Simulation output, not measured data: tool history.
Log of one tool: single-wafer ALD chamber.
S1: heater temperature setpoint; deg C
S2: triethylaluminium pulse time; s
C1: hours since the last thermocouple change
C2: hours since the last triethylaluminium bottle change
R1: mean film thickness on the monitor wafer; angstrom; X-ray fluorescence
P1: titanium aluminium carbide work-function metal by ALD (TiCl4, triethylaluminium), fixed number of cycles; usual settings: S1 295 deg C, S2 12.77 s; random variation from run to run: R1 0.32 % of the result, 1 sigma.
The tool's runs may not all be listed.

{"run": 1, "day": 0.217, "S1": 295, "S2": 12.77, "C1": 1312.6, "C2": 704.2, "R1": 20.245}
{"run": 2, "day": 0.338, "S1": 295, "S2": 12.77, "C1": 1315.5, "C2": 707.1, "R1": 20.324}
{"run": 3, "day": 0.471, "S1": 319, "S2": 12.77, "C1": 1318.7, "C2": 710.3, "R1": 22.333}
{"run": 4, "day": 0.617, "S1": 295, "S2": 12.77, "C1": 1322.2, "C2": 713.8, "R1": 20.237}
{"run": 5, "day": 0.746, "S1": 306, "S2": 18.84, "C1": 1325.3, "C2": 716.9, "R1": 21.55}
{"run": 6, "day": 0.875, "S1": 295, "S2": 21.11, "C1": 1328.4, "C2": 720.0, "R1": 20.562}
{"run": 7, "day": 1.129, "S1": 271, "S2": 12.77, "C1": 1334.5, "C2": 726.1, "R1": 18.109}
{"run": 8, "day": 1.362, "S1": 295, "S2": 8.23, "C1": 1340.1, "C2": 731.7, "R1": 19.294}
{"run": 9, "day": 1.633, "S1": 295, "S2": 12.77, "C1": 1346.6, "C2": 738.2, "R1": 20.178}
{"run": 10, "day": 1.754, "S1": 295, "S2": 12.77, "C1": 1349.5, "C2": 741.1, "R1": 20.248}
{"run": 11, "day": 1.962, "S1": 295, "S2": 12.77, "C1": 1354.5, "C2": 746.1, "R1": 20.227}
{"run": 12, "day": 2.233, "S1": 295, "S2": 12.77, "C1": 1361.0, "C2": 752.6, "R1": 20.115}
{"run": 13, "day": 2.421, "S1": 295, "S2": 12.77, "C1": 1365.5, "C2": 757.1, "R1": 20.146}
{"run": 14, "day": 2.617, "S1": 295, "S2": 12.77, "C1": 1370.2, "C2": 761.8, "R1": 19.901}
{"run": 15, "day": 2.829, "S1": 295, "S2": 12.77, "C1": 1375.3, "C2": 766.9, "R1": 19.99}
{"run": 16, "day": 3.012, "S1": 295, "S2": 12.77, "C1": 1379.7, "C2": 771.3, "R1": 19.767}
{"run": 17, "day": 3.246, "S1": 295, "S2": 12.77, "C1": 1385.3, "C2": 776.9, "R1": 19.921}
{"run": 18, "day": 3.383, "S1": 295, "S2": 12.77, "C1": 1388.6, "C2": 780.2, "R1": 19.829}
{"run": 19, "day": 3.617, "S1": 295, "S2": 12.77, "C1": 1394.2, "C2": 785.8, "R1": 19.866}

What P1 gives has crept away from where it was. These 2 causes fit the log equally well, each at the size given:
A: wafer temperature below the value expected at the setpoint (K) = 4.28
B: triethylaluminium dose below that of a fresh bottle (%) = 21
The creep began at about day 1.962.

4 check runs are offered, one wafer each, their results left as question marks. Which one tells the causes apart?
{"run": "check 1", "day": 3.85, "S1": 272, "S2": 12.77, "R1": "?"}
{"run": "check 2", "day": 3.85, "S1": 273, "S2": 12.77, "R1": "?"}
{"run": "check 3", "day": 3.85, "S1": 305, "S2": 8.36, "R1": "?"}
{"run": "check 4", "day": 3.85, "S1": 318, "S2": 12.77, "R1": "?"}

What each check would give under each cause:
check=check_1 result=R1 if_A=17.859 if_B=17.890
check=check_2 result=R1 if_A=17.946 if_B=17.976
check=check_3 result=R1 if_A=19.865 if_B=19.236
check=check_4 result=R1 if_A=21.963 if_B=21.932
How far apart the two closest causes lie, in the result that separates them most: check 1 0.17 %; check 2 0.16 %; check 3 3.22 %; check 4 0.14 %
Only check 3 tells the causes apart: in the others they would give nearly the same result.

Then check 3 was run and gave: R1 19.886 angstrom. Which cause is it?

It is A: wafer temperature below the value expected at the setpoint (K).
